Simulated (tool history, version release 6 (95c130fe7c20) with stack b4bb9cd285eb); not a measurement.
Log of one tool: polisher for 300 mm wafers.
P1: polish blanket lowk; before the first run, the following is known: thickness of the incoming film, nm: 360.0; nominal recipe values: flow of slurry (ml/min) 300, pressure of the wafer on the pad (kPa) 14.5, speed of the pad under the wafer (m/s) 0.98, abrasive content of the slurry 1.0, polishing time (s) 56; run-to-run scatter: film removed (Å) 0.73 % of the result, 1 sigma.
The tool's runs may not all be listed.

run	day	flow of slurry (ml/min)	pressure of the wafer on the pad (kPa)	speed of the pad under the wafer (m/s)	abrasive content of the slurry	polishing time (s)	film removed (Å)
1	0.288	300	14.5	0.98	1.0	56	217.210
2	0.754	300	14.5	0.56	1.0	56	139.440
3	1.333	300	14.5	1.40	0.8	56	262.330
4	1.942	300	19.3	0.98	1.0	56	292.830
5	2.233	300	7.6	0.98	1.0	56	113.850
6	2.717	300	14.5	0.98	1.0	56	216.770
7	3.042	445	14.5	1.40	1.0	56	294.710
8	3.679	300	14.5	0.98	1.0	56	219.000
# day 3.896: slurry nozzle cleaned
9	4.096	300	14.5	0.98	0.5	56	150.420
10	4.712	300	14.5	0.98	1.0	56	218.260
11	5.229	300	14.5	0.98	1.0	25	98.049
12	5.671	300	14.5	1.52	1.0	56	309.510
13	6.096	470	14.5	0.98	1.0	56	225.970
14	6.429	300	14.5	0.98	1.0	56	220.400
15	6.879	300	14.5	0.98	1.0	56	215.610

Forecast run 16:
16	7.325	180	14.5	0.98	1.0	56	?

film removed (Å): 205.380
